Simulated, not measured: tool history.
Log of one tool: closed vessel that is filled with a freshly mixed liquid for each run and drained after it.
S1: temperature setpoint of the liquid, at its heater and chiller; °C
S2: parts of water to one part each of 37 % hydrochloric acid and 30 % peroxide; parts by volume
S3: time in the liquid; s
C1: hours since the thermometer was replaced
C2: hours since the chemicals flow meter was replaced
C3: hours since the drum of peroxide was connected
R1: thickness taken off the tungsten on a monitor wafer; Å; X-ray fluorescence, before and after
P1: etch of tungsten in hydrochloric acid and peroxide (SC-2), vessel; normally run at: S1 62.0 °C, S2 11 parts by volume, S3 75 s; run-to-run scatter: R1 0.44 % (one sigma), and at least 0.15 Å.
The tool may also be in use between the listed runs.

Run 1, hour 4.8: S1 62.0 °C, S2 11 parts by volume, S3 75 s; C1 424.7; C2 1467.4; C3 246.0. Result: R1 357.68 Å.
Run 2, hour 12.4: S1 62.0 °C, S2 11 parts by volume, S3 75 s; C1 432.3; C2 1475.0; C3 253.6. Result: R1 360.09 Å.
Run 3, hour 19.4: S1 62.0 °C, S2 11 parts by volume, S3 75 s; C1 439.3; C2 1482.0; C3 260.6. Result: R1 360.00 Å.
Run 4, hour 25.3: S1 46.5 °C, S2 11 parts by volume, S3 75 s; C1 445.2; C2 1487.9; C3 266.5. Result: R1 130.70 Å.
Run 5, hour 31.8: S1 62.0 °C, S2 11 parts by volume, S3 150 s; C1 451.7; C2 1494.4; C3 273.0. Result: R1 719.72 Å.
Run 6, hour 38.5: S1 62.0 °C, S2 11 parts by volume, S3 75 s; C1 458.4; C2 1501.1; C3 279.7. Result: R1 362.13 Å.
Run 7, hour 45.2: S1 62.0 °C, S2 11 parts by volume, S3 75 s; C1 465.1; C2 1507.8; C3 286.4. Result: R1 360.60 Å.
Run 8, hour 49.7: S1 71.0 °C, S2 11 parts by volume, S3 75 s; C1 469.6; C2 1512.3; C3 290.9. Result: R1 615.13 Å.
Run 9, hour 53.4: S1 62.0 °C, S2 16 parts by volume, S3 75 s; C1 473.3; C2 1516.0; C3 294.6. Result: R1 259.98 Å.
Run 10, hour 58.5: S1 62.0 °C, S2 11 parts by volume, S3 30 s; C1 478.4; C2 1521.1; C3 299.7. Result: R1 144.05 Å.
Run 11, hour 64.3: S1 62.0 °C, S2 4 parts by volume, S3 30 s; C1 484.2; C2 1526.9; C3 305.5. Result: R1 309.40 Å.
Run 12, hour 69.2: S1 62.0 °C, S2 4 parts by volume, S3 75 s; C1 489.1; C2 1531.8; C3 310.4. Result: R1 772.71 Å.
Run 13, hour 76.4: S1 62.0 °C, S2 11 parts by volume, S3 75 s; C1 496.3; C2 1539.0; C3 317.6. Result: R1 359.79 Å.
Run 14, hour 80.0: S1 62.0 °C, S2 11 parts by volume, S3 75 s; C1 499.9; C2 1542.6; C3 321.2. Result: R1 350.66 Å.
Run 15, hour 86.6: S1 62.0 °C, S2 11 parts by volume, S3 75 s; C1 506.5; C2 1549.2; C3 327.8. Result: R1 341.37 Å.
Run 16, hour 94.5: S1 62.0 °C, S2 11 parts by volume, S3 75 s; C1 514.4; C2 1557.1; C3 335.7. Result: R1 332.12 Å.
Run 17, hour 100.1: S1 62.0 °C, S2 11 parts by volume, S3 75 s; C1 520.0; C2 1562.7; C3 341.3. Result: R1 331.94 Å.
Run 18, hour 106.0: S1 62.0 °C, S2 11 parts by volume, S3 75 s; C1 525.9; C2 1568.6; C3 347.2. Result: R1 331.94 Å.
Run 19, hour 112.3: S1 62.0 °C, S2 11 parts by volume, S3 75 s; C1 532.2; C2 1574.9; C3 353.5. Result: R1 327.20 Å.
At hour 116.0: new drum of peroxide connected.
Run 20, hour 116.9: S1 62.0 °C, S2 11 parts by volume, S3 75 s; C1 536.8; C2 1579.5; C3 0.9. Result: R1 329.00 Å.
Run 21, hour 124.1: S1 62.0 °C, S2 11 parts by volume, S3 75 s; C1 544.0; C2 1586.7; C3 8.1. Result: R1 328.02 Å.
Run 22, hour 127.7: S1 62.0 °C, S2 11 parts by volume, S3 75 s; C1 547.6; C2 1590.3; C3 11.7. Result: R1 328.69 Å.
Run 23, hour 131.4: S1 62.0 °C, S2 11 parts by volume, S3 75 s; C1 551.3; C2 1594.0; C3 15.4. Result: R1 324.55 Å.

What P1 gives has crept away from where it was. These 2 causes fit the log equally well, each at the size given:
A: liquid colder than its thermometer reads (K) = 1.52
B: chemicals flow below the setpoint (%) = 10.5
The creep began at about hour 76.4.
Why every other cause is out:
peroxide weaker than its label (%): serviced at hour 116.0, which brought nothing back

4 check runs are offered, each on 2 wafers whose results are averaged, their results left as question marks. Which one tells the causes apart?
Run check 1, hour 135.1: S1 70.0 °C, S2 11 parts by volume, S3 145 s. Result: R1 ?.
Run check 2, hour 135.1: S1 70.0 °C, S2 11 parts by volume, S3 75 s. Result: R1 ?.
Run check 3, hour 135.1: S1 62.0 °C, S2 15 parts by volume, S3 105 s. Result: R1 ?.
Run check 4, hour 135.1: S1 47.5 °C, S2 4 parts by volume, S3 75 s. Result: R1 ?.

What each check would give under each cause:
  check  result     if A     if B
check 1      R1  1029.00  1024.50
check 2      R1   532.23   529.89
check 3      R1   349.53   348.18
check 4      R1   274.06   281.88
How far apart the two closest causes lie, in the result that separates them most: check 1 0.44 %; check 2 0.44 %; check 3 0.39 %; check 4 2.82 %
Only check 4 tells the causes apart: in the others they would give nearly the same result.

Then check 4 was run and gave: R1 283.15 Å. Which cause is it?

It is B: chemicals flow below the setpoint (%).
